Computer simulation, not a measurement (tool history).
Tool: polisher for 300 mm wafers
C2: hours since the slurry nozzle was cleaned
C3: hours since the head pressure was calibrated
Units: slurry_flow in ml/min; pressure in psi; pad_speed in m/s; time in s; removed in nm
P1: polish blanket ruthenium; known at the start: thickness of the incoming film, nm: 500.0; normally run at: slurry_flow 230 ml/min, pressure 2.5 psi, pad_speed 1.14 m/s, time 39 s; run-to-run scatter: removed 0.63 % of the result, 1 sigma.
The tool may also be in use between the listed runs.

Run 1, hour 7.5: slurry_flow 230 ml/min, pressure 2.5 psi, pad_speed 1.14 m/s, time 39 s; wafers polished on this pad 650; C2 117.6; C3 155.5. Result: removed 71.934 nm.
Run 2, hour 13.9: slurry_flow 230 ml/min, pressure 2.5 psi, pad_speed 0.56 m/s, time 39 s; wafers polished on this pad 704; C2 124; C3 161.9. Result: removed 35.486 nm.
Run 3, hour 17.7: slurry_flow 230 ml/min, pressure 3.4 psi, pad_speed 0.54 m/s, time 39 s; wafers polished on this pad 736; C2 127.8; C3 165.7. Result: removed 46.206 nm.
Run 4, hour 24.4: slurry_flow 230 ml/min, pressure 2.5 psi, pad_speed 1.14 m/s, time 39 s; wafers polished on this pad 792; C2 134.5; C3 172.4. Result: removed 71.239 nm.
Run 5, hour 28.1: slurry_flow 230 ml/min, pressure 2.5 psi, pad_speed 1.14 m/s, time 39 s; wafers polished on this pad 823; C2 138.2; C3 176.1. Result: removed 72.702 nm.
Run 6, hour 34.9: slurry_flow 315 ml/min, pressure 2.5 psi, pad_speed 1.14 m/s, time 23 s; wafers polished on this pad 880; C2 145; C3 182.9. Result: removed 43.669 nm.
Run 7, hour 38.5: slurry_flow 230 ml/min, pressure 2.5 psi, pad_speed 1.14 m/s, time 39 s; wafers polished on this pad 911; C2 148.6; C3 186.5. Result: removed 71.798 nm.
Run 8, hour 45.3: slurry_flow 305 ml/min, pressure 2.5 psi, pad_speed 1.14 m/s, time 39 s; wafers polished on this pad 968; C2 155.4; C3 193.3. Result: removed 74.232 nm.
Run 9, hour 49.8: slurry_flow 230 ml/min, pressure 1.1 psi, pad_speed 1.14 m/s, time 39 s; wafers polished on this pad 1006; C2 159.9; C3 197.8. Result: removed 31.702 nm.
Run 10, hour 53.3: slurry_flow 325 ml/min, pressure 3.6 psi, pad_speed 1.14 m/s, time 39 s; wafers polished on this pad 1035; C2 163.4; C3 201.3. Result: removed 108.05 nm.
Run 11, hour 57.6: slurry_flow 230 ml/min, pressure 3.5 psi, pad_speed 1.14 m/s, time 39 s; wafers polished on this pad 1071; C2 167.7; C3 205.6. Result: removed 100.57 nm.
Run 12, hour 64.5: slurry_flow 230 ml/min, pressure 2.5 psi, pad_speed 1.14 m/s, time 39 s; wafers polished on this pad 1129; C2 174.6; C3 212.5. Result: removed 71.632 nm.
Run 13, hour 69.9: slurry_flow 230 ml/min, pressure 2.5 psi, pad_speed 1.14 m/s, time 60 s; wafers polished on this pad 1175; C2 180; C3 217.9. Result: removed 110.45 nm.
Run 14, hour 76.1: slurry_flow 230 ml/min, pressure 2.5 psi, pad_speed 1.14 m/s, time 18 s; wafers polished on this pad 1227; C2 186.2; C3 224.1. Result: removed 33.244 nm.
At hour 79.6: worn pad replaced by a new one.
Run 15, hour 80.5: slurry_flow 230 ml/min, pressure 2.5 psi, pad_speed 1.76 m/s, time 39 s; wafers polished on this pad 8; C2 190.6; C3 228.5. Result: removed 111.32 nm.
Run 16, hour 87.9: slurry_flow 140 ml/min, pressure 2.5 psi, pad_speed 1.14 m/s, time 39 s; wafers polished on this pad 70; C2 198; C3 235.9. Result: removed 67.37 nm.
Run 17, hour 93: slurry_flow 230 ml/min, pressure 2.5 psi, pad_speed 1.14 m/s, time 39 s; wafers polished on this pad 113; C2 203.1; C3 241. Result: removed 71.1 nm.
Run 18, hour 99.5: slurry_flow 230 ml/min, pressure 2.5 psi, pad_speed 1.14 m/s, time 39 s; wafers polished on this pad 168; C2 209.6; C3 247.5. Result: removed 70.546 nm.
Run 19, hour 105.9: slurry_flow 230 ml/min, pressure 2.5 psi, pad_speed 1.14 m/s, time 39 s; wafers polished on this pad 222; C2 216; C3 253.9. Result: removed 69.846 nm.
Run 20, hour 112.4: slurry_flow 230 ml/min, pressure 2.5 psi, pad_speed 1.14 m/s, time 39 s; wafers polished on this pad 276; C2 222.5; C3 260.4. Result: removed 69.389 nm.
Run 21, hour 118: slurry_flow 230 ml/min, pressure 2.5 psi, pad_speed 1.14 m/s, time 39 s; wafers polished on this pad 323; C2 228.1; C3 266. Result: removed 68.935 nm.
Run 22, hour 121.9: slurry_flow 230 ml/min, pressure 2.5 psi, pad_speed 1.14 m/s, time 39 s; wafers polished on this pad 356; C2 232; C3 269.9. Result: removed 67.423 nm.
At hour 123.4: worn pad replaced by a new one.
Run 23, hour 125.5: slurry_flow 230 ml/min, pressure 2.5 psi, pad_speed 1.14 m/s, time 39 s; wafers polished on this pad 18; C2 235.6; C3 273.5. Result: removed 68.282 nm.
Run 24, hour 129: slurry_flow 230 ml/min, pressure 2.5 psi, pad_speed 1.14 m/s, time 39 s; wafers polished on this pad 47; C2 239.1; C3 277. Result: removed 67.608 nm.
Run 25, hour 135: slurry_flow 230 ml/min, pressure 2.5 psi, pad_speed 1.14 m/s, time 39 s; wafers polished on this pad 98; C2 245.1; C3 283. Result: removed 67.277 nm.
Run 26, hour 141.6: slurry_flow 230 ml/min, pressure 2.5 psi, pad_speed 1.14 m/s, time 39 s; wafers polished on this pad 153; C2 251.7; C3 289.6. Result: removed 67.961 nm.
Run 27, hour 148.9: slurry_flow 230 ml/min, pressure 2.5 psi, pad_speed 1.14 m/s, time 39 s; wafers polished on this pad 215; C2 259; C3 296.9. Result: removed 67.962 nm.
Run 28, hour 153: slurry_flow 230 ml/min, pressure 2.5 psi, pad_speed 1.14 m/s, time 39 s; wafers polished on this pad 249; C2 263.1; C3 301. Result: removed 66.947 nm.

What P1 gives has crept away from where it was. These 2 causes fit the log equally well, each at the size given:
A: slurry flow missing at the pad, % = 36.6
B: head's pressure below its setpoint, % = 6.4
The creep began at about hour 93.
Why every other cause is out:
removal rate lost through wear of the pad, %: serviced at hour 123.4, which brought nothing back

4 check runs are offered, each on 5 wafers whose results are averaged, their results left as question marks. Which one tells the causes apart?
Run check 1, hour 157.1: slurry_flow 230 ml/min, pressure 2.5 psi, pad_speed 1.14 m/s, time 20 s. Result: removed ?.
Run check 2, hour 157.1: slurry_flow 165 ml/min, pressure 2.5 psi, pad_speed 0.66 m/s, time 39 s. Result: removed ?.
Run check 3, hour 157.1: slurry_flow 230 ml/min, pressure 1.3 psi, pad_speed 1.14 m/s, time 39 s. Result: removed ?.
Run check 4, hour 157.1: slurry_flow 230 ml/min, pressure 1.4 psi, pad_speed 1.14 m/s, time 39 s. Result: removed ?.

What each check would give under each cause:
  check   result    if A    if B
check 1  removed  34.601  34.603
check 2  removed  36.456  37.332
check 3  removed  35.086  35.087
check 4  removed  37.785  37.786
How far apart the two closest causes lie, in the result that separates them most: check 1 0 %; check 2 2.37 %; check 3 0 %; check 4 0 %
Only check 2 tells the causes apart: in the others they would give nearly the same result.

Check 2 was then run and gave: removed 36.456 nm. Which cause is it?

It is A: slurry flow missing at the pad, %.
